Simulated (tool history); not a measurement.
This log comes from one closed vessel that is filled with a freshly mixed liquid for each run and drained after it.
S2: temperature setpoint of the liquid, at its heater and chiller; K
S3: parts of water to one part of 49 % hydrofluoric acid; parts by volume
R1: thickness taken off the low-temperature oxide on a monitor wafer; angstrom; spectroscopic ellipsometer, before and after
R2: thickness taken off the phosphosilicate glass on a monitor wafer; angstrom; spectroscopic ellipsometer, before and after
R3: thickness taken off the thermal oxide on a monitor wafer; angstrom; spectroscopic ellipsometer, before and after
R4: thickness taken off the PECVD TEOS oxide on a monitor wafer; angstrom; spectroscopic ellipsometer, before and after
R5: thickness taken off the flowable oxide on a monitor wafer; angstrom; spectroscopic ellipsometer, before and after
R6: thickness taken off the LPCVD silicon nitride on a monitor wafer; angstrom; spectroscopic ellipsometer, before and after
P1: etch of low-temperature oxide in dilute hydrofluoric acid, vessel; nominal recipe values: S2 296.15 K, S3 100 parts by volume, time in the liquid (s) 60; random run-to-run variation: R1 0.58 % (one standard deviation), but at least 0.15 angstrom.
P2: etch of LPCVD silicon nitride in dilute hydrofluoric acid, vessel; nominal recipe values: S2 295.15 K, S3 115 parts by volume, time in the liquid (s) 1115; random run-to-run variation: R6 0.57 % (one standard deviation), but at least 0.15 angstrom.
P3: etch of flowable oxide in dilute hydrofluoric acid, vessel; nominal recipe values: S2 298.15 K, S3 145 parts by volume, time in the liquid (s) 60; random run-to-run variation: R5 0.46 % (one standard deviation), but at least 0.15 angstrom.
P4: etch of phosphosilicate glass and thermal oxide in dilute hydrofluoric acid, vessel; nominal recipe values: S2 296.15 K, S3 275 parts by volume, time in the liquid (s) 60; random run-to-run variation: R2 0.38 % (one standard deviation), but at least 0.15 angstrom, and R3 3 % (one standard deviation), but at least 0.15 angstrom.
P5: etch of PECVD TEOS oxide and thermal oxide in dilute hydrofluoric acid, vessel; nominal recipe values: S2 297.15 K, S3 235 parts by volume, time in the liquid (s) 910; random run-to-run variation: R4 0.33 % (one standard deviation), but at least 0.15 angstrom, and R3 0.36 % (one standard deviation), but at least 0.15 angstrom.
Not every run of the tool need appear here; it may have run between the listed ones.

Run 1, hour 10.0: process that ran P1, S2 296.15 K, S3 100 parts by volume, time in the liquid (s) 60. Result: R1 199.86 angstrom.
Run 2, hour 19.1: process that ran P1, S2 296.15 K, S3 100 parts by volume, time in the liquid (s) 30. Result: R1 100.46 angstrom.
Run 3, hour 29.0: process that ran P1, S2 303.15 K, S3 100 parts by volume, time in the liquid (s) 60. Result: R1 263.08 angstrom.
Run 4, hour 40.4: process that ran P1, S2 296.15 K, S3 100 parts by volume, time in the liquid (s) 60. Result: R1 203.43 angstrom.
Run 5, hour 47.8: process that ran P4, S2 296.15 K, S3 275 parts by volume, time in the liquid (s) 60. Result: R2 321.74 angstrom, R3 7.9968 angstrom.
Run 6, hour 57.6: process that ran P1, S2 296.15 K, S3 160 parts by volume, time in the liquid (s) 60. Result: R1 117.18 angstrom.
Run 7, hour 69.5: process that ran P4, S2 296.15 K, S3 50 parts by volume, time in the liquid (s) 60. Result: R2 2250.20 angstrom, R3 56.2170 angstrom.
Run 8, hour 80.7: process that ran P1, S2 290.15 K, S3 100 parts by volume, time in the liquid (s) 60. Result: R1 158.72 angstrom.
At hour 84.3: thermometer replaced.
Run 9, hour 88.0: process that ran P5, S2 300.65 K, S3 235 parts by volume, time in the liquid (s) 910. Result: R3 181.2900 angstrom, R4 317.44 angstrom.
Run 10, hour 96.1: process that ran P1, S2 296.15 K, S3 20 parts by volume, time in the liquid (s) 30. Result: R1 562.90 angstrom.
Run 11, hour 103.9: process that ran P1, S2 296.15 K, S3 100 parts by volume, time in the liquid (s) 60. Result: R1 201.32 angstrom.
Run 12, hour 113.4: process that ran P5, S2 297.15 K, S3 235 parts by volume, time in the liquid (s) 910. Result: R3 158.9800 angstrom, R4 280.36 angstrom.
Run 13, hour 120.6: process that ran P1, S2 296.15 K, S3 50 parts by volume, time in the liquid (s) 60. Result: R1 428.75 angstrom.
Run 14, hour 128.4: process that ran P3, S2 298.15 K, S3 145 parts by volume, time in the liquid (s) 115. Result: R5 215.200 angstrom.
Run 15, hour 137.1: process that ran P4, S2 296.15 K, S3 275 parts by volume, time in the liquid (s) 85. Result: R2 455.08 angstrom, R3 11.3640 angstrom.
Run 16, hour 144.7: process that ran P3, S2 298.15 K, S3 145 parts by volume, time in the liquid (s) 60. Result: R5 112.040 angstrom.
Run 17, hour 157.4: process that ran P3, S2 294.65 K, S3 145 parts by volume, time in the liquid (s) 60. Result: R5 97.891 angstrom.
Run 18, hour 167.2: process that ran P1, S2 302.65 K, S3 100 parts by volume, time in the liquid (s) 95. Result: R1 414.71 angstrom.
Run 19, hour 173.5: process that ran P5, S2 297.15 K, S3 235 parts by volume, time in the liquid (s) 1715. Result: R3 301.8600 angstrom, R4 533.21 angstrom.
Run 20, hour 184.1: process that ran P5, S2 297.15 K, S3 85 parts by volume, time in the liquid (s) 910. Result: R3 524.6900 angstrom, R4 921.87 angstrom.
Run 21, hour 190.5: process that ran P2, S2 295.15 K, S3 170 parts by volume, time in the liquid (s) 1115. Result: R6 29.908 angstrom.
Run 22, hour 200.7: process that ran P3, S2 298.15 K, S3 145 parts by volume, time in the liquid (s) 60. Result: R5 111.460 angstrom.
Run 23, hour 213.3: process that ran P2, S2 295.15 K, S3 115 parts by volume, time in the liquid (s) 1115. Result: R6 43.929 angstrom.
Run 24, hour 222.4: process that ran P5, S2 297.15 K, S3 235 parts by volume, time in the liquid (s) 910. Result: R3 160.5900 angstrom, R4 283.07 angstrom.
Run 25, hour 234.6: process that ran P1, S2 296.15 K, S3 100 parts by volume, time in the liquid (s) 60. Result: R1 202.95 angstrom.
Run 26, hour 245.5: process that ran P2, S2 295.15 K, S3 115 parts by volume, time in the liquid (s) 2180. Result: R6 85.559 angstrom.
Run 27, hour 254.0: process that ran P1, S2 296.15 K, S3 100 parts by volume, time in the liquid (s) 100. Result: R1 334.96 angstrom.
Run 28, hour 260.6: process that ran P1, S2 296.15 K, S3 100 parts by volume, time in the liquid (s) 60. Result: R1 202.46 angstrom.
Run 29, hour 271.3: process that ran P4, S2 290.15 K, S3 275 parts by volume, time in the liquid (s) 60. Result: R2 254.95 angstrom, R3 6.5724 angstrom.
Run 30, hour 280.9: process that ran P3, S2 298.15 K, S3 35 parts by volume, time in the liquid (s) 60. Result: R5 538.480 angstrom.
Run 31, hour 291.1: process that ran P2, S2 290.15 K, S3 115 parts by volume, time in the liquid (s) 1115. Result: R6 31.166 angstrom.
Run 32, hour 300.7: process that ran P1, S2 296.15 K, S3 100 parts by volume, time in the liquid (s) 60. Result: R1 200.51 angstrom.
Run 33, hour 311.0: process that ran P1, S2 296.15 K, S3 100 parts by volume, time in the liquid (s) 60. Result: R1 203.25 angstrom.
Run 34, hour 320.1: process that ran P1, S2 296.15 K, S3 100 parts by volume, time in the liquid (s) 60. Result: R1 207.28 angstrom.
Run 35, hour 327.0: process that ran P1, S2 296.15 K, S3 100 parts by volume, time in the liquid (s) 60. Result: R1 208.07 angstrom.
Run 36, hour 336.0: process that ran P1, S2 296.15 K, S3 100 parts by volume, time in the liquid (s) 60. Result: R1 209.00 angstrom.
Run 37, hour 342.5: process that ran P1, S2 296.15 K, S3 100 parts by volume, time in the liquid (s) 60. Result: R1 209.64 angstrom.
Run 38, hour 350.6: process that ran P1, S2 296.15 K, S3 100 parts by volume, time in the liquid (s) 60. Result: R1 211.99 angstrom.
Run 39, hour 362.6: process that ran P1, S2 296.15 K, S3 100 parts by volume, time in the liquid (s) 60. Result: R1 211.48 angstrom.
Run 40, hour 372.4: process that ran P1, S2 296.15 K, S3 100 parts by volume, time in the liquid (s) 60. Result: R1 210.13 angstrom.
Run 41, hour 383.8: process that ran P1, S2 296.15 K, S3 100 parts by volume, time in the liquid (s) 60. Result: R1 212.04 angstrom.
Run 42, hour 389.7: process that ran P1, S2 296.15 K, S3 100 parts by volume, time in the liquid (s) 60. Result: R1 213.49 angstrom.
Run 43, hour 400.8: process that ran P1, S2 296.15 K, S3 100 parts by volume, time in the liquid (s) 60. Result: R1 212.07 angstrom.
Run 44, hour 408.3: process that ran P1, S2 296.15 K, S3 100 parts by volume, time in the liquid (s) 60. Result: R1 215.51 angstrom.

The log shows P1 creeping away from where it was. Any of the 2 causes listed here, at the size stated for it, fits the log just as well as the others:
A: hydrofluoric acid flow above the setpoint (%) = 5.15
B: liquid hotter than its thermometer reads (K) = 1.42
The process output started creeping at around hour 311.0.

Consider the 4 check runs below, whose results appear as question marks and each of which averages 2 wafers. Which one distinguishes the causes, in that each cause would give it a clearly different result?
Run check 1, hour 415.8: process that ran P4, S2 290.65 K, S3 140 parts by volume, time in the liquid (s) 60. Result: R2 ?, R3 ?.
Run check 2, hour 415.8: process that ran P2, S2 290.15 K, S3 115 parts by volume, time in the liquid (s) 1115. Result: R6 ?.
Run check 3, hour 415.8: process that ran P3, S2 298.15 K, S3 100 parts by volume, time in the liquid (s) 95. Result: R5 ?.
Run check 4, hour 415.8: process that ran P5, S2 297.15 K, S3 85 parts by volume, time in the liquid (s) 910. Result: R3 ?, R4 ?.

Predicted outcomes, by check and by cause:
  check  result      if A      if B
check 1      R2    615.95    616.43
check 1      R3   15.3800   15.3920
check 2      R6    32.932    34.600
check 3      R5   286.600   286.310
check 4      R3  555.3900  556.0100
check 4      R4    976.20    977.28
Separation of the two closest causes in each check, using whichever result separates them best: check 1 0.08 %; check 2 4.94 %; check 3 0.1 %; check 4 0.11 %
Only in check 2 would the causes give clearly different results; in the remaining checks their results would be nearly the same.

Running check 2 produced the following: R6 34.646 angstrom. Which one of the listed causes fits?

The correct cause is B, namely: liquid hotter than its thermometer reads (K).
